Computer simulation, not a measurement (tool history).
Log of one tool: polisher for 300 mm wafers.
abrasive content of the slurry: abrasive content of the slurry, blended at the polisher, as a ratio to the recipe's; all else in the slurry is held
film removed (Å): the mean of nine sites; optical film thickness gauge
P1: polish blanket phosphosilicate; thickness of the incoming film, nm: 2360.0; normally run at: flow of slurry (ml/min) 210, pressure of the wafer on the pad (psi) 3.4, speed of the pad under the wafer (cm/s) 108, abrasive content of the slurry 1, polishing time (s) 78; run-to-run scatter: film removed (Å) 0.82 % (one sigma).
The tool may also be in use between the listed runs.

run,hour,flow of slurry (ml/min),pressure of the wafer on the pad (psi),speed of the pad under the wafer (cm/s),abrasive content of the slurry,polishing time (s),wafers polished on this pad,hours since the slurry nozzle was cleaned,hours since the head pressure was calibrated,hours since the slurry blender was calibrated,hours since the conditioning disc was replaced,film removed (Å)
1,3.4,210,3.4,108,1,78,588,96.1,399,126.1,333.8,6462.7
2,9.2,210,3.4,48,1,78,622,101.9,404.8,131.9,339.6,3385.7
3,14.7,125,3.4,108,1,78,654,107.4,410.3,137.4,345.1,5939.5
4,18.5,210,3.4,108,0.7,78,676,111.2,414.1,141.2,348.9,5435.9
5,21.8,210,4.4,108,1,78,695,114.5,417.4,144.5,352.2,8454.6
6,25.4,210,3.4,108,1,78,716,118.1,421,148.1,355.8,6481.9
7,29.4,210,1.5,108,1,78,740,122.1,425,152.1,359.8,2844.9
8,35.6,210,3.4,108,1,78,776,128.3,431.2,158.3,366,6505
9,41.6,330,3.4,108,1,78,810,134.3,437.2,164.3,372,6807.9
10,46.5,210,3.4,164,1,78,839,139.2,442.1,169.2,376.9,9157.2
11,51.4,210,3.4,108,1,78,867,144.1,447,174.1,381.8,6462.1
12,55.5,210,3.4,108,1,78,891,148.2,451.1,178.2,385.9,6510.4
# hour 56.2: slurry blender recalibrated
13,60.1,210,3.4,108,1,35,918,152.8,455.7,3.9,390.5,2923.9
14,63.5,210,3.4,108,1,120,938,156.2,459.1,7.3,393.9,10036
15,68.7,210,4.2,108,0.65,78,968,161.4,464.3,12.5,399.1,6571.7
16,74,210,3.4,108,1,78,999,166.7,469.6,17.8,404.4,6452.8
17,78.2,210,3.4,108,1.45,78,1023,170.9,473.8,22,408.6,7667.8
18,82.5,210,3.4,108,1,78,1048,175.2,478.1,26.3,412.9,6453.9
19,87.1,210,3.4,108,1,78,1075,179.8,482.7,30.9,417.5,6267.4
20,91.9,210,3.4,108,1,78,1103,184.6,487.5,35.7,422.3,6110.5
21,97.1,210,3.4,108,1,78,1133,189.8,492.7,40.9,427.5,6171.3
# hour 97.8: slurry blender recalibrated
22,102.5,210,3.4,108,1,78,1164,195.2,498.1,4.7,432.9,6012.7

Run 23 comes next. What will it give?
# hour 104.9: worn pad replaced by a new one
23,105.5,210,3.4,108,1,78,4,198.2,501.1,7.7,435.9,?

film removed (Å): 6055.4
